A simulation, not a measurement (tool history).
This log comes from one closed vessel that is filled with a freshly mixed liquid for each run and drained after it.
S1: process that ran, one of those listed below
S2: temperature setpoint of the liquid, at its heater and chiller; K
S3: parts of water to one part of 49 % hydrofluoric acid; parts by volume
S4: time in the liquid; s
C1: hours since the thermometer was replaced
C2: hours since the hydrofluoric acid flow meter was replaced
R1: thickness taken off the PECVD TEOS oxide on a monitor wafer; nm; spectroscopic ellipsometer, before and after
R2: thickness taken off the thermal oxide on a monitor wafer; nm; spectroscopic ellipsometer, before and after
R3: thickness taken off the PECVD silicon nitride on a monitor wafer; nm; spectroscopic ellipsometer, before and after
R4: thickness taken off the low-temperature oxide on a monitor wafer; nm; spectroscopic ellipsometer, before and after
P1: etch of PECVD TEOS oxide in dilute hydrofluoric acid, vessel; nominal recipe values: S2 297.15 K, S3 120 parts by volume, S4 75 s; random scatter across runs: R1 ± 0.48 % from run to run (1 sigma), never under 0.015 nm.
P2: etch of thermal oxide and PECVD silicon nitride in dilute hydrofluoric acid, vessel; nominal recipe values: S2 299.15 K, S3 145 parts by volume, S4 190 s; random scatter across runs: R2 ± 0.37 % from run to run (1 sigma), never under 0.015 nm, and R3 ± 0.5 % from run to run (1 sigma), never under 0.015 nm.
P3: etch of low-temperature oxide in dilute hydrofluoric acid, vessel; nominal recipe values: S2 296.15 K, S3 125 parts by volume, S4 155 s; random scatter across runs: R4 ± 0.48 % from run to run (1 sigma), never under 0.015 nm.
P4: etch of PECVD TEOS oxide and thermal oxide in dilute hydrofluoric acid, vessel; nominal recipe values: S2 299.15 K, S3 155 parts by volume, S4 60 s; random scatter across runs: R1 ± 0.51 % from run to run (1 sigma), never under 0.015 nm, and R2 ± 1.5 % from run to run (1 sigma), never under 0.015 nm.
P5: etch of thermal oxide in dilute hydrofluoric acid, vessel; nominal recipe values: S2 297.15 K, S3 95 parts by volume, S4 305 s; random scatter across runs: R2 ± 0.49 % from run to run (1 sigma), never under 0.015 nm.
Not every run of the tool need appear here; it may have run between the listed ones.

run	day	S1	S2	S3	S4	C1	C2	R1	R2	R3	R4
1	0.308	P1	297.15	120	75	772.8	522.4	14.5520			
2	0.775	P1	297.15	120	75	784.0	533.6	14.5880			
3	1.254	P5	297.15	30	305	795.5	545.1		54.14000		
4	1.729	P2	299.15	145	190	806.9	556.5		6.61520	6.9379	
5	2.054	P1	297.15	120	30	814.7	564.3	5.7978			
6	2.575	P3	296.15	60	155	827.2	576.8				39.8820
7	2.829	P1	297.15	35	75	833.3	582.9	56.0090			
8	3.221	P1	297.15	220	75	842.7	592.3	7.1346			
9	3.696	P3	296.15	125	155	854.1	603.7				17.6950
10	4.092	P3	296.15	125	55	863.6	613.2				6.2501
11	4.388	P1	297.15	120	75	870.7	620.3	14.5100			
12	4.754	P5	297.15	95	30	879.5	629.1		1.53320		
13	5.254	P2	294.15	145	190	891.5	641.1		5.42080	5.0130	
14	5.762	P1	304.65	120	75	903.7	653.3	19.3510			
15	6.171	P3	303.15	125	155	913.5	663.1				23.2110
16	6.617	P4	299.15	155	60	924.2	673.8	10.4380	1.96760		
17	7.062	P1	293.65	35	75	934.9	684.5	48.0490			
18	7.567	P4	299.15	155	30	947.0	696.6	5.2914	0.96083		
19	8.079	P1	297.15	120	75	959.3	708.9	14.6260			
20	8.342	P1	297.15	120	75	965.6	715.2	14.6810			
21	8.604	P1	291.15	120	75	971.9	721.5	11.5360			
22	9.112	P1	292.65	120	145	984.1	733.7	23.6190			
23	9.625	P1	297.15	75	115	996.4	746.0	38.0440			
24	9.888	P5	292.15	95	305	1002.7	752.3		12.89900		
25	10.175	P4	304.15	155	60	1009.6	759.2	12.5650	2.28130		
26	10.546	P2	299.15	145	325	1018.5	768.1		11.33300	11.8740	
27	10.921	P2	299.15	235	190	1027.5	777.1		3.65460	4.2701	
28	11.442	P1	297.15	120	140	1040.0	789.6	27.0480			
29	11.733	P5	297.15	95	305	1047.0	796.6		15.77000		
30	12.012	P1	297.15	120	75	1053.7	803.3	14.7230			
31	12.371	P4	299.15	55	60	1062.3	811.9	33.8020	5.84060		
32	12.608	P3	296.15	125	155	1068.0	817.6				17.6000
33	12.992	P1	297.15	120	75	1077.2	826.8	14.6000			
34	13.429	P2	299.15	145	190	1087.7	837.3		6.57160	6.9137	
35	13.917	P1	297.15	120	75	1099.4	849.0	14.6330			
36	14.300	P1	297.15	120	75	1108.6	858.2	14.1640			
37	14.604	P1	297.15	120	75	1115.9	865.5	13.8880			
38	14.858	P1	297.15	120	75	1122.0	871.6	13.8150			
39	15.300	P1	297.15	120	75	1132.6	882.2	13.6320			
40	15.808	P1	297.15	120	75	1144.8	894.4	13.5160			
41	16.183	P1	297.15	120	75	1153.8	903.4	13.4650			
42	16.612	P1	297.15	120	75	1164.1	913.7	13.4300			

P1 no longer gives what it gave before; its output has crept away from where it was. The following 2 causes, each at its listed size, fit the log equally well:
A: liquid colder than its thermometer reads (K) = 2.03
B: hydrofluoric acid flow below the setpoint (%) = 6.73
The gradual shift began around day 13.917.

4 check runs are offered, one wafer each, their results left as question marks. Which one tells the causes apart?
check 1	17.042	P2	299.15	145	190				?	?	
check 2	17.042	P5	297.15	95	305				?		
check 3	17.042	P4	299.15	155	60			?	?		
check 4	17.042	P3	296.15	125	155						?

Expected result of each check under each candidate cause:
check	result	if A	if B
check 1	R2	6.12020	6.08930
check 1	R3	6.0940	6.4750
check 2	R2	14.56600	14.61500
check 3	R1	9.7673	9.7061
check 3	R2	1.73860	1.72770
check 4	R4	16.3740	16.3820
How far apart the two closest causes lie, in the result that separates them most: check 1 6.06 %; check 2 0.34 %; check 3 0.63 %; check 4 0.05 %
Check 1 distinguishes between the causes, while the remaining checks would return nearly the same result for all of them.

With check 1 done, the readings were: R2 6.09700 nm; R3 6.4766 nm. Identify which of the listed causes applies.

The correct cause is B, namely: hydrofluoric acid flow below the setpoint (%).
